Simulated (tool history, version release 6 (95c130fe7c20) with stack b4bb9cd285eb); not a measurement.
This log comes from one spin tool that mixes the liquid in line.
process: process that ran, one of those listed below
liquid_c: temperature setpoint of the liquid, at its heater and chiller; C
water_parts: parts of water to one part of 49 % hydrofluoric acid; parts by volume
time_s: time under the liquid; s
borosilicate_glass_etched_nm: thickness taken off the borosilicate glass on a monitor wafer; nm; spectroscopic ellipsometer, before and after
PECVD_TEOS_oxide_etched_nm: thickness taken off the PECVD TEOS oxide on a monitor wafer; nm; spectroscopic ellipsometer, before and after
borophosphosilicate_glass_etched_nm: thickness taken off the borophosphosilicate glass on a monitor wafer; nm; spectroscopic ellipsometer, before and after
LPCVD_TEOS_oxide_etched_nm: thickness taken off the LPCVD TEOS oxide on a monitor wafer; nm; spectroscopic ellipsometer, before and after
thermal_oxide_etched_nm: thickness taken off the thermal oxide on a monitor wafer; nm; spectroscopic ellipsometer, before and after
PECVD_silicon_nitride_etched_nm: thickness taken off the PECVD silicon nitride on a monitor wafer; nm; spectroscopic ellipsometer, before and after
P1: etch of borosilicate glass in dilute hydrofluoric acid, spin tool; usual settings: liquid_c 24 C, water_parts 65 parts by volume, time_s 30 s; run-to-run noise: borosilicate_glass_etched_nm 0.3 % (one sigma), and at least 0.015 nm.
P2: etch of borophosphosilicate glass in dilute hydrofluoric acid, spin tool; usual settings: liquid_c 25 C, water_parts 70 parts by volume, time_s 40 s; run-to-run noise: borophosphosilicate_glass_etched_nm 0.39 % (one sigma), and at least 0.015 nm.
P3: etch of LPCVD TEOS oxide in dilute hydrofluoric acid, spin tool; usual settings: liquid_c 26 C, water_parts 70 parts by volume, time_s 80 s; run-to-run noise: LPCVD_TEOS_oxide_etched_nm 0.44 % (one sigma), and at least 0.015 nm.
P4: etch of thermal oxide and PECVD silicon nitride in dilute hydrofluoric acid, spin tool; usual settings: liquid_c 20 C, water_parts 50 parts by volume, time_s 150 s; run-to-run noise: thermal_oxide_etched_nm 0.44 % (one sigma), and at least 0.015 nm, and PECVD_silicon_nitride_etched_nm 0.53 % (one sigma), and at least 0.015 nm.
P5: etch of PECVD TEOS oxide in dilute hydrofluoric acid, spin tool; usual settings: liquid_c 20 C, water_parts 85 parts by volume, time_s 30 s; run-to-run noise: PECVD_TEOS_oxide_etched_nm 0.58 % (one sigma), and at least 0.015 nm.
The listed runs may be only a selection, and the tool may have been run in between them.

run,day,process,liquid_c,water_parts,time_s,hours since the thermometer was replaced,hours since the hydrofluoric acid flow meter was replaced,borosilicate_glass_etched_nm,PECVD_TEOS_oxide_etched_nm,borophosphosilicate_glass_etched_nm,LPCVD_TEOS_oxide_etched_nm,thermal_oxide_etched_nm,PECVD_silicon_nitride_etched_nm
1,0.412,P1,24,65,30,466,266.6,14.215,,,,,
2,0.612,P1,24,65,30,470.8,271.4,14.129,,,,,
3,0.946,P5,20,85,55,478.8,279.4,,10.024,,,,
4,1.125,P1,24,65,30,483.1,283.7,14.193,,,,,
5,1.525,P1,24,65,30,492.7,293.3,14.136,,,,,
6,1.725,P1,24,65,30,497.5,298.1,14.17,,,,,
7,2.058,P5,20,85,30,505.5,306.1,,5.4789,,,,
8,2.438,P2,21,70,40,514.6,315.2,,,19.591,,,
9,2.642,P1,30,65,30,519.5,320.1,18.05,,,,,
10,2.942,P2,25,70,60,526.7,327.3,,,34.263,,,
11,3.212,P5,26.5,85,30,533.2,333.8,,7.095,,,,
12,3.504,P1,24,65,15,540.2,340.8,7.0909,,,,,
13,3.696,P3,26,20,80,544.8,345.4,,,,102.18,,
14,3.983,P1,24,30,30,551.7,352.3,32.257,,,,,
15,4.179,P5,20,50,30,556.4,357,,9.781,,,,
16,4.546,P4,20,25,150,565.2,365.8,,,,,26.707,23.339
17,4.812,P4,27.5,50,150,571.6,372.2,,,,,17.725,19.52
18,5.138,P2,25,20,40,579.4,380,,,86.572,,,
19,5.433,P4,20,50,150,586.5,387.1,,,,,13.093,11.956
20,5.667,P3,26,70,80,592.1,392.7,,,,27.198,,
21,5.983,P1,17.5,65,15,599.7,400.3,5.3929,,,,,
22,6.325,P3,26,70,80,607.9,408.5,,,,27.509,,
23,6.533,P1,17,65,30,612.9,413.5,10.605,,,,,
24,6.796,P5,20,85,30,619.2,419.8,,5.4741,,,,
25,6.996,P3,19,70,80,624,424.6,,,,20.525,,
26,7.296,P1,24,65,50,631.2,431.8,23.642,,,,,
27,7.492,P2,25,70,40,635.9,436.5,,,23.032,,,
28,7.704,P4,20,50,215,641,441.6,,,,,18.578,17.104
29,8.092,P1,24,115,30,650.3,450.9,7.502,,,,,
30,8.325,P4,20,50,150,655.9,456.5,,,,,13.084,11.881
# day 8.362: thermometer replaced
31,8.7,P1,24,65,30,8.2,465.5,14.129,,,,,
32,8.979,P2,25,70,40,14.9,472.2,,,23.05,,,
33,9.175,P3,26,70,20,19.6,476.9,,,,6.8177,,
34,9.525,P1,24,65,30,28,485.3,14.148,,,,,
35,9.867,P1,24,65,30,36.2,493.5,13.718,,,,,

The next listed run, before its measurement:
36,10.121,P1,24,65,30,42.3,499.6,?,,,,,

{"run 36": {"borosilicate_glass_etched_nm": 13.443}}
